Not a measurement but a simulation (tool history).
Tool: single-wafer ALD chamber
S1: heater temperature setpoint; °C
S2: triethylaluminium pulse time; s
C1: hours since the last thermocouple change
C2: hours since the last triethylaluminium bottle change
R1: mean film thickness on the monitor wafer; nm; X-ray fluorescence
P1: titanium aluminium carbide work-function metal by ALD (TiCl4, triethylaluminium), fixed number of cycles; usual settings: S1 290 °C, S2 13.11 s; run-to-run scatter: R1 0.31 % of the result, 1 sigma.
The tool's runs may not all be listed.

Run 1, hour 8.1: S1 290 °C, S2 13.11 s; C1 662.4; C2 159.9. Result: R1 1.876 nm.
Run 2, hour 21.2: S1 290 °C, S2 13.11 s; C1 675.5; C2 173. Result: R1 1.8887 nm.
Run 3, hour 32.7: S1 290 °C, S2 8.62 s; C1 687; C2 184.5. Result: R1 1.7943 nm.
Run 4, hour 45.2: S1 302 °C, S2 7.32 s; C1 699.5; C2 197. Result: R1 1.8391 nm.
Run 5, hour 59.8: S1 290 °C, S2 18.29 s; C1 714.1; C2 211.6. Result: R1 1.8942 nm.
Run 6, hour 74.4: S1 290 °C, S2 13.11 s; C1 728.7; C2 226.2. Result: R1 1.8772 nm.
Run 7, hour 86.5: S1 290 °C, S2 13.11 s; C1 740.8; C2 238.3. Result: R1 1.8806 nm.
Run 8, hour 95.7: S1 269 °C, S2 18.32 s; C1 750; C2 247.5. Result: R1 1.7213 nm.
Run 9, hour 106.7: S1 314 °C, S2 13.11 s; C1 761; C2 258.5. Result: R1 2.0718 nm.
Run 10, hour 121.3: S1 290 °C, S2 13.11 s; C1 775.6; C2 273.1. Result: R1 1.8721 nm.
Run 11, hour 134.3: S1 268 °C, S2 13.11 s; C1 788.6; C2 286.1. Result: R1 1.6977 nm.
Run 12, hour 143.9: S1 290 °C, S2 13.11 s; C1 798.2; C2 295.7. Result: R1 1.8655 nm.
Run 13, hour 154: S1 290 °C, S2 13.11 s; C1 808.3; C2 305.8. Result: R1 1.8545 nm.
Run 14, hour 165.9: S1 290 °C, S2 13.11 s; C1 820.2; C2 317.7. Result: R1 1.8593 nm.
Run 15, hour 172.5: S1 290 °C, S2 13.11 s; C1 826.8; C2 324.3. Result: R1 1.8565 nm.
Run 16, hour 180.5: S1 290 °C, S2 13.11 s; C1 834.8; C2 332.3. Result: R1 1.8489 nm.
Run 17, hour 189.4: S1 290 °C, S2 13.11 s; C1 843.7; C2 341.2. Result: R1 1.8604 nm.
Run 18, hour 199.7: S1 290 °C, S2 13.11 s; C1 854; C2 351.5. Result: R1 1.8517 nm.
Run 19, hour 213.5: S1 290 °C, S2 13.11 s; C1 867.8; C2 365.3. Result: R1 1.8412 nm.
Run 20, hour 223.6: S1 290 °C, S2 13.11 s; C1 877.9; C2 375.4. Result: R1 1.8467 nm.
Run 21, hour 234.5: S1 290 °C, S2 13.11 s; C1 888.8; C2 386.3. Result: R1 1.8459 nm.
Run 22, hour 242.7: S1 290 °C, S2 13.11 s; C1 897; C2 394.5. Result: R1 1.8436 nm.
Run 23, hour 255.4: S1 290 °C, S2 13.11 s; C1 909.7; C2 407.2. Result: R1 1.8432 nm.

What P1 gives has crept away from where it was. These 2 causes fit the log equally well, each at the size given:
A: wafer temperature below the value expected at the setpoint (K) = 4.1
B: triethylaluminium dose below that of a fresh bottle (%) = 21.8
The creep began at about hour 143.9.

4 check runs are offered, each on 2 wafers whose results are averaged, their results left as question marks. Which one tells the causes apart?
Run check 1, hour 268.1: S1 281 °C, S2 13.11 s. Result: R1 ?.
Run check 2, hour 268.1: S1 268 °C, S2 13.11 s. Result: R1 ?.
Run check 3, hour 268.1: S1 290 °C, S2 9.69 s. Result: R1 ?.
Run check 4, hour 268.1: S1 313 °C, S2 13.11 s. Result: R1 ?.

What each check would give under each cause:
  check  result    if A    if B
check 1      R1  1.7677  1.7686
check 2      R1  1.6601  1.6625
check 3      R1  1.7974  1.7591
check 4      R1  2.0387  2.0357
How far apart the two closest causes lie, in the result that separates them most: check 1 0.06 %; check 2 0.15 %; check 3 2.15 %; check 4 0.15 %
Only check 3 tells the causes apart: in the others they would give nearly the same result.

Check 3 was then run and gave: R1 1.7981 nm. Which cause is it?

It is A: wafer temperature below the value expected at the setpoint (K).
